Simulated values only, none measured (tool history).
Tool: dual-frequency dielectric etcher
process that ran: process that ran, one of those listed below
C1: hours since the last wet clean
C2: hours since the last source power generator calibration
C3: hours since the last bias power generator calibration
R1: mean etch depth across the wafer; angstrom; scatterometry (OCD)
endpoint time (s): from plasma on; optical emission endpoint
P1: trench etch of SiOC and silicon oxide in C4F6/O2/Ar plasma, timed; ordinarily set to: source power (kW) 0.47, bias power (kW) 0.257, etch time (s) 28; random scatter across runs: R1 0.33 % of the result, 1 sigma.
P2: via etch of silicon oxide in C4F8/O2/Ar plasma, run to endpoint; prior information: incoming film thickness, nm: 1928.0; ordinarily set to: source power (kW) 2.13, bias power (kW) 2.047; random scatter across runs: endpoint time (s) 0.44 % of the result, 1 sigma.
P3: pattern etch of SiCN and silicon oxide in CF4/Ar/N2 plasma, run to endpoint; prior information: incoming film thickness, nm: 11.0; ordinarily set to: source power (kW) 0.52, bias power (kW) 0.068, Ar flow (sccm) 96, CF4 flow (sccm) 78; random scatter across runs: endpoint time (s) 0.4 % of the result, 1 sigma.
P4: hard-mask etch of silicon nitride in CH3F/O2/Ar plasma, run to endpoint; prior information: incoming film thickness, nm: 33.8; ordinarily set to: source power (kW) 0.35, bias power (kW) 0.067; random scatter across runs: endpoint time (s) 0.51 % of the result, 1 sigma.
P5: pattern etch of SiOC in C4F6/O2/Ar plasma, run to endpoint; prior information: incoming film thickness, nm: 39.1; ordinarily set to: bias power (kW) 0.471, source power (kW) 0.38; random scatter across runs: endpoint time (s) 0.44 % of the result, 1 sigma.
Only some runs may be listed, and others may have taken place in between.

{"run": 1, "hour": 9.8, "process that ran": "P1", "source power (kW)": 0.47, "bias power (kW)": 0.257, "etch time (s)": 28, "C1": 296.5, "C2": 787.2, "C3": 1577.4, "R1": 658.27}
{"run": 2, "hour": 19.6, "process that ran": "P1", "source power (kW)": 0.47, "bias power (kW)": 0.257, "etch time (s)": 28, "C1": 306.3, "C2": 797, "C3": 1587.2, "R1": 662.24}
{"run": 3, "hour": 27.8, "process that ran": "P4", "source power (kW)": 0.35, "bias power (kW)": 0.067, "C1": 314.5, "C2": 805.2, "C3": 1595.4, "endpoint time (s)": 55.099}
{"run": 4, "hour": 37.9, "process that ran": "P3", "source power (kW)": 0.52, "bias power (kW)": 0.068, "Ar flow (sccm)": 96, "CF4 flow (sccm)": 78, "C1": 324.6, "C2": 815.3, "C3": 1605.5, "endpoint time (s)": 11.326}
{"run": 5, "hour": 55.0, "process that ran": "P2", "source power (kW)": 2.13, "bias power (kW)": 1.278, "C1": 341.7, "C2": 832.4, "C3": 1622.6, "endpoint time (s)": 428.2}
{"run": 6, "hour": 71.0, "process that ran": "P1", "source power (kW)": 0.47, "bias power (kW)": 0.257, "etch time (s)": 39, "C1": 357.7, "C2": 848.4, "C3": 1638.6, "R1": 918.89}
{"run": 7, "hour": 81.8, "process that ran": "P3", "source power (kW)": 0.52, "bias power (kW)": 0.053, "Ar flow (sccm)": 96, "CF4 flow (sccm)": 78, "C1": 368.5, "C2": 859.2, "C3": 1649.4, "endpoint time (s)": 12.218}
{"run": 8, "hour": 91.8, "process that ran": "P1", "source power (kW)": 0.47, "bias power (kW)": 0.257, "etch time (s)": 28, "C1": 378.5, "C2": 869.2, "C3": 1659.4, "R1": 659.51}
{"run": 9, "hour": 102.3, "process that ran": "P1", "source power (kW)": 0.47, "bias power (kW)": 0.166, "etch time (s)": 28, "C1": 389, "C2": 879.7, "C3": 1669.9, "R1": 573.73}
{"run": 10, "hour": 119.1, "process that ran": "P4", "source power (kW)": 0.28, "bias power (kW)": 0.067, "C1": 405.8, "C2": 896.5, "C3": 1686.7, "endpoint time (s)": 59.533}
{"run": 11, "hour": 136.4, "process that ran": "P1", "source power (kW)": 0.6, "bias power (kW)": 0.257, "etch time (s)": 21.5, "C1": 423.1, "C2": 913.8, "C3": 1704, "R1": 558.81}
{"run": 12, "hour": 145.3, "process that ran": "P5", "source power (kW)": 0.38, "bias power (kW)": 0.471, "C1": 432, "C2": 922.7, "C3": 1712.9, "endpoint time (s)": 13.716}
{"run": 13, "hour": 159.9, "process that ran": "P3", "source power (kW)": 0.68, "bias power (kW)": 0.068, "Ar flow (sccm)": 96, "CF4 flow (sccm)": 78, "C1": 446.6, "C2": 937.3, "C3": 1727.5, "endpoint time (s)": 8.9091}
{"run": 14, "hour": 171.5, "process that ran": "P1", "source power (kW)": 0.47, "bias power (kW)": 0.32, "etch time (s)": 19.5, "C1": 458.2, "C2": 948.9, "C3": 1739.1, "R1": 496.41}
{"run": 15, "hour": 187.2, "process that ran": "P2", "source power (kW)": 1.29, "bias power (kW)": 2.047, "C1": 473.9, "C2": 964.6, "C3": 1754.8, "endpoint time (s)": 457.81}
{"run": 16, "hour": 201.9, "process that ran": "P5", "source power (kW)": 0.3, "bias power (kW)": 0.471, "C1": 488.6, "C2": 979.3, "C3": 1769.5, "endpoint time (s)": 14.994}
{"run": 17, "hour": 210.1, "process that ran": "P1", "source power (kW)": 0.47, "bias power (kW)": 0.364, "etch time (s)": 28, "C1": 496.8, "C2": 987.5, "C3": 1777.7, "R1": 738.32}
{"hour": 226.0, "done": "source power generator calibrated"}
{"run": 18, "hour": 227.0, "process that ran": "P2", "source power (kW)": 2.13, "bias power (kW)": 2.047, "C1": 513.7, "C2": 1, "C3": 1794.6, "endpoint time (s)": 372.9}
{"run": 19, "hour": 244.4, "process that ran": "P1", "source power (kW)": 0.28, "bias power (kW)": 0.257, "etch time (s)": 28, "C1": 531.1, "C2": 18.4, "C3": 1812, "R1": 539.98}
{"run": 20, "hour": 252.5, "process that ran": "P3", "source power (kW)": 0.52, "bias power (kW)": 0.068, "Ar flow (sccm)": 96, "CF4 flow (sccm)": 78, "C1": 539.2, "C2": 26.5, "C3": 1820.1, "endpoint time (s)": 11.351}
{"run": 21, "hour": 264.7, "process that ran": "P1", "source power (kW)": 0.63, "bias power (kW)": 0.257, "etch time (s)": 28, "C1": 551.4, "C2": 38.7, "C3": 1832.3, "R1": 740.45}
{"run": 22, "hour": 278.0, "process that ran": "P1", "source power (kW)": 0.47, "bias power (kW)": 0.257, "etch time (s)": 28, "C1": 564.7, "C2": 52, "C3": 1845.6, "R1": 659.04}
{"run": 23, "hour": 285.7, "process that ran": "P1", "source power (kW)": 0.47, "bias power (kW)": 0.257, "etch time (s)": 17.5, "C1": 572.4, "C2": 59.7, "C3": 1853.3, "R1": 410.5}
{"run": 24, "hour": 299.7, "process that ran": "P1", "source power (kW)": 0.47, "bias power (kW)": 0.257, "etch time (s)": 28, "C1": 586.4, "C2": 73.7, "C3": 1867.3, "R1": 657.97}
{"run": 25, "hour": 313.4, "process that ran": "P4", "source power (kW)": 0.35, "bias power (kW)": 0.039, "C1": 600.1, "C2": 87.4, "C3": 1881, "endpoint time (s)": 64.822}
{"run": 26, "hour": 323.4, "process that ran": "P1", "source power (kW)": 0.47, "bias power (kW)": 0.257, "etch time (s)": 28, "C1": 610.1, "C2": 97.4, "C3": 1891, "R1": 660.79}
{"run": 27, "hour": 336.8, "process that ran": "P1", "source power (kW)": 0.47, "bias power (kW)": 0.257, "etch time (s)": 28, "C1": 623.5, "C2": 110.8, "C3": 1904.4, "R1": 661.31}
{"run": 28, "hour": 352.2, "process that ran": "P5", "source power (kW)": 0.38, "bias power (kW)": 0.471, "C1": 638.9, "C2": 126.2, "C3": 1919.8, "endpoint time (s)": 13.9}
{"run": 29, "hour": 363.1, "process that ran": "P3", "source power (kW)": 0.52, "bias power (kW)": 0.068, "Ar flow (sccm)": 96, "CF4 flow (sccm)": 107, "C1": 649.8, "C2": 137.1, "C3": 1930.7, "endpoint time (s)": 10.736}
{"run": 30, "hour": 373.6, "process that ran": "P3", "source power (kW)": 0.52, "bias power (kW)": 0.068, "Ar flow (sccm)": 78, "CF4 flow (sccm)": 78, "C1": 660.3, "C2": 147.6, "C3": 1941.2, "endpoint time (s)": 11.007}
{"run": 31, "hour": 390.8, "process that ran": "P5", "source power (kW)": 0.38, "bias power (kW)": 0.634, "C1": 677.5, "C2": 164.8, "C3": 1958.4, "endpoint time (s)": 12.284}
{"run": 32, "hour": 405.6, "process that ran": "P1", "source power (kW)": 0.47, "bias power (kW)": 0.257, "etch time (s)": 28, "C1": 692.3, "C2": 179.6, "C3": 1973.2, "R1": 660.4}
{"run": 33, "hour": 421.2, "process that ran": "P1", "source power (kW)": 0.47, "bias power (kW)": 0.257, "etch time (s)": 28, "C1": 707.9, "C2": 195.2, "C3": 1988.8, "R1": 654.27}
{"run": 34, "hour": 429.1, "process that ran": "P1", "source power (kW)": 0.47, "bias power (kW)": 0.257, "etch time (s)": 28, "C1": 715.8, "C2": 203.1, "C3": 1996.7, "R1": 651.01}
{"run": 35, "hour": 438.3, "process that ran": "P1", "source power (kW)": 0.47, "bias power (kW)": 0.257, "etch time (s)": 28, "C1": 725, "C2": 212.3, "C3": 2005.9, "R1": 651.66}
{"run": 36, "hour": 445.9, "process that ran": "P1", "source power (kW)": 0.47, "bias power (kW)": 0.257, "etch time (s)": 28, "C1": 732.6, "C2": 219.9, "C3": 2013.5, "R1": 652.33}
{"run": 37, "hour": 461.5, "process that ran": "P1", "source power (kW)": 0.47, "bias power (kW)": 0.257, "etch time (s)": 28, "C1": 748.2, "C2": 235.5, "C3": 2029.1, "R1": 647.87}
{"run": 38, "hour": 472.8, "process that ran": "P1", "source power (kW)": 0.47, "bias power (kW)": 0.257, "etch time (s)": 28, "C1": 759.5, "C2": 246.8, "C3": 2040.4, "R1": 647.58}
{"hour": 481.5, "done": "wet clean of the chamber"}
{"run": 39, "hour": 481.6, "process that ran": "P1", "source power (kW)": 0.47, "bias power (kW)": 0.257, "etch time (s)": 28, "C1": 0.1, "C2": 255.6, "C3": 2049.2, "R1": 650.82}
{"run": 40, "hour": 494.9, "process that ran": "P1", "source power (kW)": 0.47, "bias power (kW)": 0.257, "etch time (s)": 28, "C1": 13.4, "C2": 268.9, "C3": 2062.5, "R1": 648.57}
{"run": 41, "hour": 506.8, "process that ran": "P1", "source power (kW)": 0.47, "bias power (kW)": 0.257, "etch time (s)": 28, "C1": 25.3, "C2": 280.8, "C3": 2074.4, "R1": 646.16}

P1 no longer gives what it gave before; its output has crept away from where it was. The following 2 causes, each at its listed size, fit the log equally well:
A: source power that arrives under what is set, % = 4.18
B: bias power that arrives under what is set, % = 4.75
Creep in the process output first set in at about hour 405.6.
Every other cause this tool's parts could produce, and why it does not fit the log:
chamber walls in a state that lowers the etch rate, %: maintenance at hour 481.5, after the shift began, did not return the process to its former output

4 check runs are offered, each on 2 wafers whose results are averaged, their results left as question marks. Which one tells the causes apart?
{"run": "check 1", "hour": 518.7, "process that ran": "P2", "source power (kW)": 2.13, "bias power (kW)": 2.047, "endpoint time (s)": "?"}
{"run": "check 2", "hour": 518.7, "process that ran": "P4", "source power (kW)": 0.35, "bias power (kW)": 0.067, "endpoint time (s)": "?"}
{"run": "check 3", "hour": 518.7, "process that ran": "P5", "source power (kW)": 0.38, "bias power (kW)": 0.471, "endpoint time (s)": "?"}
{"run": "check 4", "hour": 518.7, "process that ran": "P3", "source power (kW)": 0.52, "bias power (kW)": 0.068, "Ar flow (sccm)": 96, "CF4 flow (sccm)": 78, "endpoint time (s)": "?"}

If the cause were each of the candidates in turn, the checks would give the following:
check=check_1 result=endpoint_time_(s) if_A=380.8 if_B=379.58
check=check_2 result=endpoint_time_(s) if_A=55.394 if_B=55.41
check=check_3 result=endpoint_time_(s) if_A=13.981 if_B=14.012
check=check_4 result=endpoint_time_(s) if_A=11.765 if_B=11.505
Smallest distance between any two causes, each pair judged by its most separating result, in per cent: check 1 0.32 %; check 2 0.03 %; check 3 0.22 %; check 4 2.23 %
The other checks would show nearly matching results whichever cause is true, so check 4 is the only one that separates the causes.

Check 4 was carried out, with these results: endpoint time (s) 11.777. Which of the listed causes is responsible?

The cause is A: source power that arrives under what is set, %.
